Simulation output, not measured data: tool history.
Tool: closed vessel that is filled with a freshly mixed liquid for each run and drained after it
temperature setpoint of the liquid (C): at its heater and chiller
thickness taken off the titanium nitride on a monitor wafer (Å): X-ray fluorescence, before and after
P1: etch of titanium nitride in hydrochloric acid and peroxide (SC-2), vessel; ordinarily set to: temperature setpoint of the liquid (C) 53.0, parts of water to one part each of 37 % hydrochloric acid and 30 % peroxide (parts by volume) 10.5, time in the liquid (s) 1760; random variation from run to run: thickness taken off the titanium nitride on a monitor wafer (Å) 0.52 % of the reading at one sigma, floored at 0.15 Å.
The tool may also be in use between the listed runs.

run   hour  temperature setpoint of the liquid (C)  parts of water to one part each of 37 % hydrochloric acid and 30 % peroxide (parts by volume)  time in the liquid (s)  hours since the thermometer was replaced  hours since the chemicals flow meter was replaced  hours since the drum of peroxide was connected  thickness taken off the titanium nitride on a monitor wafer (Å)
  1    4.9                                    53.0                                                                                           10.5                    1760                                     793.8                                              339.5                                          1015.1                                                           456.75
  2   11.7                                    53.0                                                                                            4.0                    3365                                     800.6                                              346.3                                          1021.9                                                          1826.70
  3   17.7                                    39.5                                                                                            4.0                    1760                                     806.6                                              352.3                                          1027.9                                                           379.65
  4   26.1                                    53.0                                                                                           10.5                    1760                                     815.0                                              360.7                                          1036.3                                                           453.62
  5   34.8                                    53.0                                                                                           10.5                    1760                                     823.7                                              369.4                                          1045.0                                                           453.93
  6   39.5                                    53.0                                                                                           10.5                    3380                                     828.4                                              374.1                                          1049.7                                                           867.63
      43.2  -- chemicals flow meter replaced
  7   48.1                                    53.0                                                                                           10.5                    1760                                     837.0                                                5.0                                          1058.3                                                           460.83
  8   54.1                                    53.0                                                                                           10.5                    1760                                     843.0                                               11.0                                          1064.3                                                           455.03
  9   58.7                                    53.0                                                                                           10.5                     610                                     847.6                                               15.6                                          1068.9                                                           156.92
 10   63.5                                    53.0                                                                                            4.0                    1760                                     852.4                                               20.4                                          1073.7                                                           944.09
 11   70.4                                    65.0                                                                                           10.5                    1760                                     859.3                                               27.3                                          1080.6                                                           975.28
 12   74.4                                    53.0                                                                                           18.5                    1760                                     863.3                                               31.3                                          1084.6                                                           280.69
 13   82.1                                    38.5                                                                                           10.5                    1760                                     871.0                                               39.0                                          1092.3                                                           168.53
 14   91.3                                    53.0                                                                                           10.5                    1760                                     880.2                                               48.2                                          1101.5                                                           455.45
 15   98.4                                    53.0                                                                                           10.5                    1760                                     887.3                                               55.3                                          1108.6                                                           470.67
 16  104.5                                    53.0                                                                                           10.5                    1760                                     893.4                                               61.4                                          1114.7                                                           478.37
 17  113.6                                    53.0                                                                                           10.5                    1760                                     902.5                                               70.5                                          1123.8                                                           486.94
 18  117.8                                    53.0                                                                                           10.5                    1760                                     906.7                                               74.7                                          1128.0                                                           491.97
 19  127.0                                    53.0                                                                                           10.5                    1760                                     915.9                                               83.9                                          1137.2                                                           494.65
 20  136.2                                    53.0                                                                                           10.5                    1760                                     925.1                                               93.1                                          1146.4                                                           496.31
 21  145.1                                    53.0                                                                                           10.5                    1760                                     934.0                                              102.0                                          1155.3                                                           495.63
 22  150.2                                    53.0                                                                                           10.5                    1760                                     939.1                                              107.1                                          1160.4                                                           494.38

P1 has crept away from where it was. The log is fitted equally well by each of these 2 causes, at the sizes shown:
A: liquid hotter than its thermometer reads (K) = 1.31
B: chemicals flow above the setpoint (%) = 10.8
The creep began at about hour 91.3.
Other possible causes, and why each is ruled out:
peroxide weaker than its label (%): at most 8, giving a -7.4 % change in thickness taken off the titanium nitride on a monitor wafer (Å): too small, or against the direction of the creep

Consider the 4 check runs below, whose results appear as question marks and each of which averages 3 wafers. Which one distinguishes the causes, in that each cause would give it a clearly different result?
check 1  155.3                                    53.0                                                                                            7.0                    1760                                                                                                                                                                                                             ?
check 2  155.3                                    53.0                                                                                           16.5                    1760                                                                                                                                                                                                             ?
check 3  155.3                                    45.5                                                                                            4.0                    1760                                                                                                                                                                                                             ?
check 4  155.3                                    53.0                                                                                           16.0                    1760                                                                                                                                                                                                             ?

What each check would give under each cause:
  check                                                           result    if A    if B
check 1  thickness taken off the titanium nitride on a monitor wafer (Å)  689.46  684.92
check 2  thickness taken off the titanium nitride on a monitor wafer (Å)  335.41  337.27
check 3  thickness taken off the titanium nitride on a monitor wafer (Å)  628.26  614.44
check 4  thickness taken off the titanium nitride on a monitor wafer (Å)  344.73  346.54
Smallest distance between any two causes, each pair judged by its most separating result, in per cent: check 1 0.66 %; check 2 0.55 %; check 3 2.23 %; check 4 0.53 %
Only check 3 tells the causes apart: in the others they would give nearly the same result.

Here is what check 3 returned: thickness taken off the titanium nitride on a monitor wafer (Å) 614.59. Which cause is it?

B is the cause: chemicals flow above the setpoint (%).
